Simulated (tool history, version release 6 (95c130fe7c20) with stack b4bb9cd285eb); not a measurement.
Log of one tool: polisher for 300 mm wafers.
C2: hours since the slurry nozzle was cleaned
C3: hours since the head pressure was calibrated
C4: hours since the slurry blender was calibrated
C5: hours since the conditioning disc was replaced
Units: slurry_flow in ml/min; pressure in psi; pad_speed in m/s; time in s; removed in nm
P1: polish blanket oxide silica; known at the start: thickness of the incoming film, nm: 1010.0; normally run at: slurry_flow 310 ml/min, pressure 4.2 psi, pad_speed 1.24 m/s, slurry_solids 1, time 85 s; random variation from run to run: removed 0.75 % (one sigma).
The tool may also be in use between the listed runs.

Run 1, hour 10.2: slurry_flow 310 ml/min, pressure 4.2 psi, pad_speed 1.24 m/s, slurry_solids 1, time 85 s; wafers polished on this pad 543; C2 82.8; C3 466.4; C4 59.6; C5 155.5. Result: removed 279.39 nm.
Run 2, hour 19: slurry_flow 310 ml/min, pressure 6.6 psi, pad_speed 1.24 m/s, slurry_solids 1, time 85 s; wafers polished on this pad 630; C2 91.6; C3 475.2; C4 68.4; C5 164.3. Result: removed 436.24 nm.
Run 3, hour 23.6: slurry_flow 310 ml/min, pressure 2.5 psi, pad_speed 1.24 m/s, slurry_solids 1, time 85 s; wafers polished on this pad 675; C2 96.2; C3 479.8; C4 73; C5 168.9. Result: removed 166.12 nm.
Run 4, hour 30.8: slurry_flow 185 ml/min, pressure 4.2 psi, pad_speed 1.24 m/s, slurry_solids 1, time 85 s; wafers polished on this pad 746; C2 103.4; C3 487; C4 80.2; C5 176.1. Result: removed 261.04 nm.
Run 5, hour 38.5: slurry_flow 310 ml/min, pressure 4.2 psi, pad_speed 1.24 m/s, slurry_solids 0.5, time 85 s; wafers polished on this pad 822; C2 111.1; C3 494.7; C4 87.9; C5 183.8. Result: removed 189.01 nm.
Run 6, hour 48.4: slurry_flow 310 ml/min, pressure 4.2 psi, pad_speed 1.24 m/s, slurry_solids 1.45, time 85 s; wafers polished on this pad 920; C2 121; C3 504.6; C4 97.8; C5 193.7. Result: removed 323.45 nm.
Run 7, hour 53.8: slurry_flow 310 ml/min, pressure 4.2 psi, pad_speed 1.24 m/s, slurry_solids 1, time 85 s; wafers polished on this pad 973; C2 126.4; C3 510; C4 103.2; C5 199.1. Result: removed 278.87 nm.
Run 8, hour 64.1: slurry_flow 310 ml/min, pressure 4.2 psi, pad_speed 1.24 m/s, slurry_solids 1, time 85 s; wafers polished on this pad 1074; C2 136.7; C3 520.3; C4 113.5; C5 209.4. Result: removed 276.12 nm.
Run 9, hour 73: slurry_flow 185 ml/min, pressure 4.2 psi, pad_speed 1.76 m/s, slurry_solids 1, time 85 s; wafers polished on this pad 1162; C2 145.6; C3 529.2; C4 122.4; C5 218.3. Result: removed 347.91 nm.
Run 10, hour 77.9: slurry_flow 310 ml/min, pressure 4.2 psi, pad_speed 1.24 m/s, slurry_solids 1, time 49 s; wafers polished on this pad 1210; C2 150.5; C3 534.1; C4 127.3; C5 223.2. Result: removed 160.5 nm.
Run 11, hour 84: slurry_flow 310 ml/min, pressure 4.2 psi, pad_speed 1.24 m/s, slurry_solids 1, time 85 s; wafers polished on this pad 1271; C2 156.6; C3 540.2; C4 133.4; C5 229.3. Result: removed 276.77 nm.
Run 12, hour 92.8: slurry_flow 310 ml/min, pressure 2.9 psi, pad_speed 1.24 m/s, slurry_solids 1, time 126 s; wafers polished on this pad 1357; C2 165.4; C3 549; C4 142.2; C5 238.1. Result: removed 290.93 nm.
Run 13, hour 102.5: slurry_flow 420 ml/min, pressure 4.2 psi, pad_speed 1.24 m/s, slurry_solids 1, time 85 s; wafers polished on this pad 1453; C2 175.1; C3 558.7; C4 151.9; C5 247.8. Result: removed 281.98 nm.
Run 14, hour 111.8: slurry_flow 310 ml/min, pressure 4.2 psi, pad_speed 1.24 m/s, slurry_solids 1, time 85 s; wafers polished on this pad 1545; C2 184.4; C3 568; C4 161.2; C5 257.1. Result: removed 275.93 nm.
Run 15, hour 121.9: slurry_flow 310 ml/min, pressure 4.2 psi, pad_speed 1.92 m/s, slurry_solids 1, time 85 s; wafers polished on this pad 1644; C2 194.5; C3 578.1; C4 171.3; C5 267.2. Result: removed 396.75 nm.
Run 16, hour 127.5: slurry_flow 310 ml/min, pressure 4.2 psi, pad_speed 1.24 m/s, slurry_solids 1, time 85 s; wafers polished on this pad 1699; C2 200.1; C3 583.7; C4 176.9; C5 272.8. Result: removed 274.1 nm.
Run 17, hour 136.4: slurry_flow 310 ml/min, pressure 4.2 psi, pad_speed 0.58 m/s, slurry_solids 1, time 85 s; wafers polished on this pad 1787; C2 209; C3 592.6; C4 185.8; C5 281.7. Result: removed 150.87 nm.
Run 18, hour 142: slurry_flow 385 ml/min, pressure 5.6 psi, pad_speed 1.24 m/s, slurry_solids 1, time 85 s; wafers polished on this pad 1842; C2 214.6; C3 598.2; C4 191.4; C5 287.3. Result: removed 374.58 nm.
At hour 142.5: slurry nozzle cleaned.
Run 19, hour 150.8: slurry_flow 310 ml/min, pressure 4.2 psi, pad_speed 1.24 m/s, slurry_solids 1, time 121 s; wafers polished on this pad 1929; C2 8.3; C3 607; C4 200.2; C5 296.1. Result: removed 394.38 nm.
Run 20, hour 160.9: slurry_flow 310 ml/min, pressure 4.2 psi, pad_speed 1.24 m/s, slurry_solids 1, time 85 s; wafers polished on this pad 2029; C2 18.4; C3 617.1; C4 210.3; C5 306.2. Result: removed 280.71 nm.
Run 21, hour 169.2: slurry_flow 310 ml/min, pressure 4.2 psi, pad_speed 1.24 m/s, slurry_solids 1, time 85 s; wafers polished on this pad 2110; C2 26.7; C3 625.4; C4 218.6; C5 314.5. Result: removed 261.63 nm.
Run 22, hour 175.2: slurry_flow 310 ml/min, pressure 4.2 psi, pad_speed 1.24 m/s, slurry_solids 1, time 85 s; wafers polished on this pad 2170; C2 32.7; C3 631.4; C4 224.6; C5 320.5. Result: removed 253.48 nm.
Run 23, hour 183.1: slurry_flow 310 ml/min, pressure 4.2 psi, pad_speed 1.24 m/s, slurry_solids 1, time 85 s; wafers polished on this pad 2248; C2 40.6; C3 639.3; C4 232.5; C5 328.4. Result: removed 247.12 nm.

Run 24 comes next. What will it give?
Run 24, hour 190.2: slurry_flow 310 ml/min, pressure 4.2 psi, pad_speed 1.24 m/s, slurry_solids 1, time 85 s; wafers polished on this pad 2317; C2 47.7; C3 646.4; C4 239.6; C5 335.5. Result: removed ?.

{"run 24": {"removed": 244.04}}
